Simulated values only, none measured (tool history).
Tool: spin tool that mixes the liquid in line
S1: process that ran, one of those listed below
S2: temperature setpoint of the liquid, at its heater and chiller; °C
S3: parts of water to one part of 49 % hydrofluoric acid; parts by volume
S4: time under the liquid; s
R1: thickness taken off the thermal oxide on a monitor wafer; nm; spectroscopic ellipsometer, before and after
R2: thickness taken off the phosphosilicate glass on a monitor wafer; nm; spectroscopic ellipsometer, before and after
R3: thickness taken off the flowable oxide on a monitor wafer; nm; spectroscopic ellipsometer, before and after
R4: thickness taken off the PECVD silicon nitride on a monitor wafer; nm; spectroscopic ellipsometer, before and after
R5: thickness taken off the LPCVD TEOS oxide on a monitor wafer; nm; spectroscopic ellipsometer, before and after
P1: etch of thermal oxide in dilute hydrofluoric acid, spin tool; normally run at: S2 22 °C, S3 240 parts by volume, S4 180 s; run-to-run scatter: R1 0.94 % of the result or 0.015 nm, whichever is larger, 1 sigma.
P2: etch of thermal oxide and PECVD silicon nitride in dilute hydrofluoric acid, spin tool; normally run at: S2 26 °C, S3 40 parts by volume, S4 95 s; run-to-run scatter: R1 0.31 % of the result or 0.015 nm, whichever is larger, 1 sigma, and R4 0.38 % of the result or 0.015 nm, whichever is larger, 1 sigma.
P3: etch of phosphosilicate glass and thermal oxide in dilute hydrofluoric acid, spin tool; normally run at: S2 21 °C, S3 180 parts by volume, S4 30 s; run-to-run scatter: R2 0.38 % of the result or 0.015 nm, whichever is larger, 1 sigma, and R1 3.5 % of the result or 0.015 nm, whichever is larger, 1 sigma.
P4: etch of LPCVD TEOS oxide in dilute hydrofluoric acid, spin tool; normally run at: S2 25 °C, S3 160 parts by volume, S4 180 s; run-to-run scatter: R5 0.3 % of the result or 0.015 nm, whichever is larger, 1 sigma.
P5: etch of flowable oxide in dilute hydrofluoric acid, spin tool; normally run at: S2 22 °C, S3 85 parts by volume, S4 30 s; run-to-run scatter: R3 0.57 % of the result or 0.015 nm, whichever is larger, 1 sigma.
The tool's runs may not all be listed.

| run | hour | S1 | S2 | S3 | S4 | R1 | R2 | R3 | R4 | R5 |
|---|---|---|---|---|---|---|---|---|---|---|
| 1 | 7.8 | P1 | 22 | 240 | 180 | 2.7717 |  |  |  |  |
| 2 | 20.1 | P3 | 24.5 | 180 | 30 | 0.76454 | 8.8701 |  |  |  |
| 3 | 31.3 | P1 | 22 | 240 | 180 | 2.7403 |  |  |  |  |
| 4 | 36.7 | P3 | 21 | 180 | 30 | 0.65476 | 7.8198 |  |  |  |
| 5 | 42.8 | P1 | 22 | 240 | 365 | 5.533 |  |  |  |  |
| 6 | 51.2 | P3 | 21 | 180 | 45 | 0.9476 | 11.691 |  |  |  |
| 7 | 60 | P1 | 22 | 70 | 180 | 11.382 |  |  |  |  |
| 8 | 70.7 | P5 | 17 | 85 | 30 |  |  | 8.9544 |  |  |
| 9 | 76.3 | P2 | 26 | 20 | 95 | 24.832 |  |  | 15.684 |  |
| 10 | 87.3 | P1 | 17 | 240 | 180 | 2.2894 |  |  |  |  |
| 11 | 95.5 | P2 | 26 | 40 | 95 | 12.117 |  |  | 7.9705 |  |
| 12 | 104.2 | P2 | 26 | 40 | 140 | 17.841 |  |  | 11.745 |  |
| 13 | 112.1 | P1 | 26 | 115 | 180 | 7.742 |  |  |  |  |
| 14 | 119.4 | P1 | 22 | 410 | 180 | 1.3839 |  |  |  |  |
| 15 | 130.6 | P5 | 22 | 40 | 30 |  |  | 24.874 |  |  |
| 16 | 141.9 | P5 | 22 | 85 | 30 |  |  | 10.788 |  |  |
| 17 | 148.9 | P4 | 25 | 160 | 180 |  |  |  |  | 27.48 |
| 18 | 160.8 | P4 | 25 | 160 | 260 |  |  |  |  | 39.802 |
|  | 162.1 | thermometer replaced |
| 19 | 170.2 | P1 | 22 | 240 | 180 | 2.7379 |  |  |  |  |
| 20 | 178.2 | P4 | 25 | 70 | 180 |  |  |  |  | 70.497 |
|  | 178.7 | hydrofluoric acid flow meter replaced |
| 21 | 185.2 | P1 | 22 | 240 | 180 | 2.7592 |  |  |  |  |
| 22 | 195.4 | P4 | 21 | 160 | 180 |  |  |  |  | 23.629 |
| 23 | 203.7 | P1 | 22 | 240 | 70 | 1.0953 |  |  |  |  |
| 24 | 209.5 | P3 | 21 | 290 | 30 | 0.39889 | 4.371 |  |  |  |
| 25 | 221.8 | P1 | 28.5 | 240 | 180 | 3.4948 |  |  |  |  |
| 26 | 228.5 | P2 | 30.5 | 40 | 95 | 14.47 |  |  | 10.763 |  |
| 27 | 238.2 | P3 | 21 | 180 | 30 | 0.61725 | 7.8151 |  |  |  |
| 28 | 243.8 | P5 | 22 | 85 | 30 |  |  | 10.898 |  |  |
| 29 | 253.3 | P4 | 25 | 160 | 180 |  |  |  |  | 27.489 |
| 30 | 264.8 | P5 | 22 | 85 | 50 |  |  | 18.237 |  |  |
| 31 | 270.8 | P1 | 22 | 240 | 180 | 2.7483 |  |  |  |  |
| 32 | 276.2 | P1 | 22 | 240 | 180 | 2.6385 |  |  |  |  |
| 33 | 284.5 | P1 | 22 | 240 | 180 | 2.63 |  |  |  |  |
| 34 | 290.9 | P1 | 22 | 240 | 180 | 2.6043 |  |  |  |  |
| 35 | 302.4 | P1 | 22 | 240 | 180 | 2.5999 |  |  |  |  |
| 36 | 307.8 | P1 | 22 | 240 | 180 | 2.6305 |  |  |  |  |
| 37 | 315.1 | P1 | 22 | 240 | 180 | 2.6205 |  |  |  |  |

What P1 gives has crept away from where it was. These 2 causes fit the log equally well, each at the size given:
A: liquid colder than its thermometer reads (K) = 1.47
B: hydrofluoric acid flow below the setpoint (%) = 4.3
The creep began at about hour 270.8.

4 check runs are offered, one wafer each, their results left as question marks. Which one tells the causes apart?
| check 1 | 322.4 | P4 | 25 | 160 | 180 |  |  |  |  | ? |
| check 2 | 322.4 | P3 | 21 | 180 | 30 | ? | ? |  |  |  |
| check 3 | 322.4 | P5 | 22 | 85 | 30 |  |  | ? |  |  |
| check 4 | 322.4 | P2 | 26 | 40 | 95 | ? |  |  | ? |  |

What each check would give under each cause:
| check | result | if A | if B |
|---|---|---|---|
| check 1 | R5 | 26.046 | 26.136 |
| check 2 | R1 | 0.61193 | 0.61502 |
| check 2 | R2 | 7.3661 | 7.4034 |
| check 3 | R3 | 10.304 | 10.426 |
| check 4 | R1 | 11.382 | 11.541 |
| check 4 | R4 | 7.2478 | 7.6628 |
How far apart the two closest causes lie, in the result that separates them most: check 1 0.34 %; check 2 0.5 %; check 3 1.18 %; check 4 5.57 %
Only check 4 tells the causes apart: in the others they would give nearly the same result.

Check 4 was then run and gave: R1 11.498 nm; R4 7.7075 nm. Which cause is it?

It is B: hydrofluoric acid flow below the setpoint (%).

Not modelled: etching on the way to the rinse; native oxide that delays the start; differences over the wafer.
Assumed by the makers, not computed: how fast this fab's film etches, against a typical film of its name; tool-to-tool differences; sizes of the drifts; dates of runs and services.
